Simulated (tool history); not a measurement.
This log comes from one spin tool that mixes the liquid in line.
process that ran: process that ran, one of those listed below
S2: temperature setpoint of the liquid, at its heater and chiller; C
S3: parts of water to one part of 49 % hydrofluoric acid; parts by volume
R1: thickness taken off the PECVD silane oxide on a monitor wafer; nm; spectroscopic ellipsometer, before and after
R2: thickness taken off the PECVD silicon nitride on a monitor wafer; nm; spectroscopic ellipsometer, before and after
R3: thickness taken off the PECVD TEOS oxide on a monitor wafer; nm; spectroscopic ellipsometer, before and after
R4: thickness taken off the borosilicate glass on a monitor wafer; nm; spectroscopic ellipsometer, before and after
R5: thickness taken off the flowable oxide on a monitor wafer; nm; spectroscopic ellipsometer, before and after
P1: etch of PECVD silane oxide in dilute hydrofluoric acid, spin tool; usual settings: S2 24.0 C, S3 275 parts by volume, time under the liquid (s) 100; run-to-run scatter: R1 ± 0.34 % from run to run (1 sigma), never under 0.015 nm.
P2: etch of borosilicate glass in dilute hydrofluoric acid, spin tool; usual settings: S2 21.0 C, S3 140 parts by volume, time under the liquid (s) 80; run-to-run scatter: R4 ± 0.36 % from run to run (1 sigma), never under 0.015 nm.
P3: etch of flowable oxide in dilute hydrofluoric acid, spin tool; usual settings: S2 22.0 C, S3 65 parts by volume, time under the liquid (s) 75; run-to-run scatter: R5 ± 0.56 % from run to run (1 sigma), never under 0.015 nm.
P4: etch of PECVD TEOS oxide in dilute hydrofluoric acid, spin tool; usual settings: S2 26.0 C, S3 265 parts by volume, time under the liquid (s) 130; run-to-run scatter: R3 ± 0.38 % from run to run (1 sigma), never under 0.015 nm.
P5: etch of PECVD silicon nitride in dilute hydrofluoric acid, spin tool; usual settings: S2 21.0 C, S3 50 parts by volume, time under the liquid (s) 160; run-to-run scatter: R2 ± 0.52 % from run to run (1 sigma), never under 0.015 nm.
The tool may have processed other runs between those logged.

run 1 day=0.358 | process_that_ran=P1 S2=24.0 S3=275 time_under_the_liquid_(s)=100 | R1=10.9800
run 2 day=1.133 | process_that_ran=P1 S2=24.0 S3=440 time_under_the_liquid_(s)=100 | R1=5.8386
run 3 day=1.492 | process_that_ran=P1 S2=24.0 S3=275 time_under_the_liquid_(s)=100 | R1=10.9500
run 4 day=2.125 | process_that_ran=P1 S2=24.0 S3=275 time_under_the_liquid_(s)=100 | R1=10.9740
run 5 day=2.821 | process_that_ran=P1 S2=32.0 S3=275 time_under_the_liquid_(s)=180 | R1=25.7300
-- day=2.992 thermometer replaced
run 6 day=3.429 | process_that_ran=P5 S2=21.0 S3=20 time_under_the_liquid_(s)=160 | R2=19.3320
run 7 day=3.967 | process_that_ran=P4 S2=26.0 S3=375 time_under_the_liquid_(s)=130 | R3=6.3059
run 8 day=4.483 | process_that_ran=P2 S2=17.0 S3=140 time_under_the_liquid_(s)=80 | R4=9.6338
run 9 day=5.042 | process_that_ran=P3 S2=22.0 S3=90 time_under_the_liquid_(s)=75 | R5=16.174
run 10 day=5.762 | process_that_ran=P1 S2=24.0 S3=275 time_under_the_liquid_(s)=150 | R1=16.4240
run 11 day=6.421 | process_that_ran=P5 S2=17.0 S3=50 time_under_the_liquid_(s)=160 | R2=6.0924
run 12 day=6.962 | process_that_ran=P3 S2=22.0 S3=65 time_under_the_liquid_(s)=135 | R5=41.023
run 13 day=7.517 | process_that_ran=P1 S2=28.0 S3=275 time_under_the_liquid_(s)=100 | R1=12.5400
run 14 day=8.104 | process_that_ran=P3 S2=29.5 S3=65 time_under_the_liquid_(s)=75 | R5=30.838
run 15 day=8.521 | process_that_ran=P4 S2=19.0 S3=265 time_under_the_liquid_(s)=130 | R3=7.7836
run 16 day=8.971 | process_that_ran=P2 S2=21.0 S3=140 time_under_the_liquid_(s)=80 | R4=11.4730
run 17 day=9.558 | process_that_ran=P1 S2=24.0 S3=275 time_under_the_liquid_(s)=100 | R1=10.9800
run 18 day=10.025 | process_that_ran=P3 S2=22.0 S3=65 time_under_the_liquid_(s)=75 | R5=22.959
run 19 day=10.488 | process_that_ran=P1 S2=24.0 S3=275 time_under_the_liquid_(s)=15 | R1=1.6407
run 20 day=11.125 | process_that_ran=P1 S2=31.0 S3=275 time_under_the_liquid_(s)=170 | R1=23.5260
run 21 day=11.792 | process_that_ran=P4 S2=26.0 S3=265 time_under_the_liquid_(s)=130 | R3=9.9877
run 22 day=12.204 | process_that_ran=P1 S2=17.5 S3=275 time_under_the_liquid_(s)=100 | R1=8.5851
run 23 day=12.675 | process_that_ran=P1 S2=24.0 S3=115 time_under_the_liquid_(s)=100 | R1=30.9210
run 24 day=13.188 | process_that_ran=P3 S2=22.0 S3=65 time_under_the_liquid_(s)=75 | R5=22.830
run 25 day=13.571 | process_that_ran=P1 S2=24.0 S3=275 time_under_the_liquid_(s)=100 | R1=10.9410

The next listed run, before its measurement:
run 26 day=14.033 | process_that_ran=P5 S2=21.0 S3=50 time_under_the_liquid_(s)=295 | R2=?

Run 26 came out at R2 14.7580 nm.

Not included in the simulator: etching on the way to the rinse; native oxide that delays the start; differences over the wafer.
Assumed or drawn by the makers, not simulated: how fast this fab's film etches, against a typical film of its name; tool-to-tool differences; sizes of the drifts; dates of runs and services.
